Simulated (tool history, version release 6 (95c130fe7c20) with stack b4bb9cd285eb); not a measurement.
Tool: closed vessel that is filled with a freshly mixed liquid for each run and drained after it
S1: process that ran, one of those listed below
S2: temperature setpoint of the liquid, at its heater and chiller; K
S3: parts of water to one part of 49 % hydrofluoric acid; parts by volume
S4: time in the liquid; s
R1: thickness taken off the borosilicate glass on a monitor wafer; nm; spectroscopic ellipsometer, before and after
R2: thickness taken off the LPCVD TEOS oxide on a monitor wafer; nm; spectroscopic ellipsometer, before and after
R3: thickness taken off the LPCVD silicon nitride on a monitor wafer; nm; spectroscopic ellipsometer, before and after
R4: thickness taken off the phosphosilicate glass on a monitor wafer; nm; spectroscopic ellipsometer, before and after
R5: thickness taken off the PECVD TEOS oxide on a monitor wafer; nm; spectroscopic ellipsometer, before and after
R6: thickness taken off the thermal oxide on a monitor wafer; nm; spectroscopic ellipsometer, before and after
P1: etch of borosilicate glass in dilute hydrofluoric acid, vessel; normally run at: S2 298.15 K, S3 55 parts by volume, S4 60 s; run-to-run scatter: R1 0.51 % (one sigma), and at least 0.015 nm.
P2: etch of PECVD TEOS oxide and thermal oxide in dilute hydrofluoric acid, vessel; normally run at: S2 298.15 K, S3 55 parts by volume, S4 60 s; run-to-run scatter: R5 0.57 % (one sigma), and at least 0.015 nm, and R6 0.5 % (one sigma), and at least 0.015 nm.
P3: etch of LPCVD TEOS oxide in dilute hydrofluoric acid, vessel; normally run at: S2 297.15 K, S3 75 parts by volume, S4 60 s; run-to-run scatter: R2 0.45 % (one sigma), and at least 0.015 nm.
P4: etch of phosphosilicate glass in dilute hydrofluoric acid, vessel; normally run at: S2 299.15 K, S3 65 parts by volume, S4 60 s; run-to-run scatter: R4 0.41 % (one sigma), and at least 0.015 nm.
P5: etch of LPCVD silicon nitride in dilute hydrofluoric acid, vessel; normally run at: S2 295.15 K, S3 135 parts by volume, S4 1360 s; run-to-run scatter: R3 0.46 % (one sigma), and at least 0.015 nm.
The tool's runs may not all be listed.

| run | day | S1 | S2 | S3 | S4 | R1 | R2 | R3 | R4 | R5 | R6 |
|---|---|---|---|---|---|---|---|---|---|---|---|
| 1 | 0.579 | P1 | 298.15 | 55 | 60 | 29.5850 |  |  |  |  |  |
| 2 | 1.171 | P1 | 298.15 | 55 | 60 | 29.4020 |  |  |  |  |  |
| 3 | 1.875 | P3 | 297.15 | 140 | 60 |  | 15.462 |  |  |  |  |
| 4 | 2.579 | P1 | 298.15 | 55 | 105 | 51.5060 |  |  |  |  |  |
| 5 | 3.208 | P1 | 298.15 | 80 | 30 | 9.7969 |  |  |  |  |  |
| 6 | 3.950 | P1 | 298.15 | 90 | 60 | 17.2580 |  |  |  |  |  |
| 7 | 4.504 | P5 | 295.15 | 45 | 1360 |  |  | 12.7570 |  |  |  |
| 8 | 5.192 | P4 | 299.15 | 35 | 60 |  |  |  | 401.49 |  |  |
| 9 | 5.858 | P1 | 298.15 | 55 | 60 | 29.5810 |  |  |  |  |  |
| 10 | 6.304 | P2 | 298.15 | 85 | 60 |  |  |  |  | 13.465 | 3.5859 |
| 11 | 6.912 | P5 | 295.15 | 135 | 355 |  |  | 1.1111 |  |  |  |
| 12 | 7.683 | P1 | 290.15 | 55 | 60 | 21.0110 |  |  |  |  |  |
| 13 | 8.129 | P4 | 299.15 | 65 | 115 |  |  |  | 394.73 |  |  |
| 14 | 8.825 | P2 | 298.15 | 55 | 60 |  |  |  |  | 21.993 | 5.7808 |
| 15 | 9.204 | P5 | 302.65 | 135 | 1360 |  |  | 7.0452 |  |  |  |
| 16 | 9.762 | P1 | 306.65 | 55 | 60 | 41.1920 |  |  |  |  |  |
| 17 | 10.133 | P1 | 298.15 | 30 | 95 | 88.9700 |  |  |  |  |  |
| 18 | 10.658 | P5 | 295.15 | 135 | 1360 |  |  | 4.3023 |  |  |  |
| 19 | 11.062 | P2 | 290.65 | 55 | 60 |  |  |  |  | 15.935 | 4.1812 |
| 20 | 11.450 | P4 | 299.15 | 65 | 60 |  |  |  | 207.54 |  |  |
| 21 | 11.817 | P1 | 298.15 | 20 | 60 | 84.9310 |  |  |  |  |  |
| 22 | 12.558 | P2 | 298.15 | 55 | 60 |  |  |  |  | 21.993 | 5.7502 |
| 23 | 13.129 | P3 | 297.15 | 75 | 60 |  | 31.568 |  |  |  |  |
| 24 | 13.550 | P3 | 304.15 | 75 | 60 |  | 41.120 |  |  |  |  |
|  | 13.946 | hydrofluoric acid flow meter replaced |
| 25 | 14.146 | P4 | 303.15 | 65 | 60 |  |  |  | 242.16 |  |  |
| 26 | 14.912 | P1 | 298.15 | 55 | 30 | 14.8930 |  |  |  |  |  |
| 27 | 15.617 | P2 | 298.15 | 55 | 115 |  |  |  |  | 41.941 | 10.9270 |
| 28 | 16.246 | P4 | 299.15 | 65 | 60 |  |  |  | 207.66 |  |  |
| 29 | 16.646 | P1 | 298.15 | 55 | 60 | 29.6150 |  |  |  |  |  |
| 30 | 17.346 | P1 | 298.15 | 55 | 60 | 29.2740 |  |  |  |  |  |
| 31 | 18.067 | P3 | 297.15 | 75 | 30 |  | 15.726 |  |  |  |  |
| 32 | 18.542 | P1 | 298.15 | 55 | 60 | 29.6180 |  |  |  |  |  |
| 33 | 18.875 | P1 | 298.15 | 55 | 60 | 29.9030 |  |  |  |  |  |
| 34 | 19.208 | P1 | 298.15 | 55 | 60 | 30.6510 |  |  |  |  |  |
| 35 | 19.942 | P1 | 298.15 | 55 | 60 | 30.9840 |  |  |  |  |  |
| 36 | 20.583 | P1 | 298.15 | 55 | 60 | 31.2250 |  |  |  |  |  |
| 37 | 21.042 | P1 | 298.15 | 55 | 60 | 31.5900 |  |  |  |  |  |
| 38 | 21.671 | P1 | 298.15 | 55 | 60 | 31.8040 |  |  |  |  |  |
| 39 | 22.404 | P1 | 298.15 | 55 | 60 | 31.5760 |  |  |  |  |  |
| 40 | 22.879 | P1 | 298.15 | 55 | 60 | 31.4450 |  |  |  |  |  |

What P1 gives has crept away from where it was. These 2 causes fit the log equally well, each at the size given:
A: hydrofluoric acid flow above the setpoint (%) = 6.81
B: liquid hotter than its thermometer reads (K) = 1.75
The creep began at about day 18.542.

4 check runs are offered, one wafer each, their results left as question marks. Which one tells the causes apart?
| check 1 | 23.354 | P2 | 293.15 | 55 | 115 |  |  |  |  | ? | ? |
| check 2 | 23.354 | P5 | 301.65 | 135 | 1360 |  |  | ? |  |  |  |
| check 3 | 23.354 | P3 | 297.15 | 130 | 30 |  | ? |  |  |  |  |
| check 4 | 23.354 | P4 | 299.15 | 40 | 95 |  |  |  | ? |  |  |

What each check would give under each cause:
| check | result | if A | if B |
|---|---|---|---|
| check 1 | R5 | 36.497 | 36.621 |
| check 1 | R6 | 9.5444 | 9.5769 |
| check 2 | R3 | 7.0452 | 7.3488 |
| check 3 | R2 | 9.1142 | 9.0377 |
| check 4 | R4 | 590.33 | 591.24 |
How far apart the two closest causes lie, in the result that separates them most: check 1 0.34 %; check 2 4.22 %; check 3 0.84 %; check 4 0.16 %
Only check 2 tells the causes apart: in the others they would give nearly the same result.

Check 2 was then run and gave: R3 7.0923 nm. Which cause is it?

It is A: hydrofluoric acid flow above the setpoint (%).

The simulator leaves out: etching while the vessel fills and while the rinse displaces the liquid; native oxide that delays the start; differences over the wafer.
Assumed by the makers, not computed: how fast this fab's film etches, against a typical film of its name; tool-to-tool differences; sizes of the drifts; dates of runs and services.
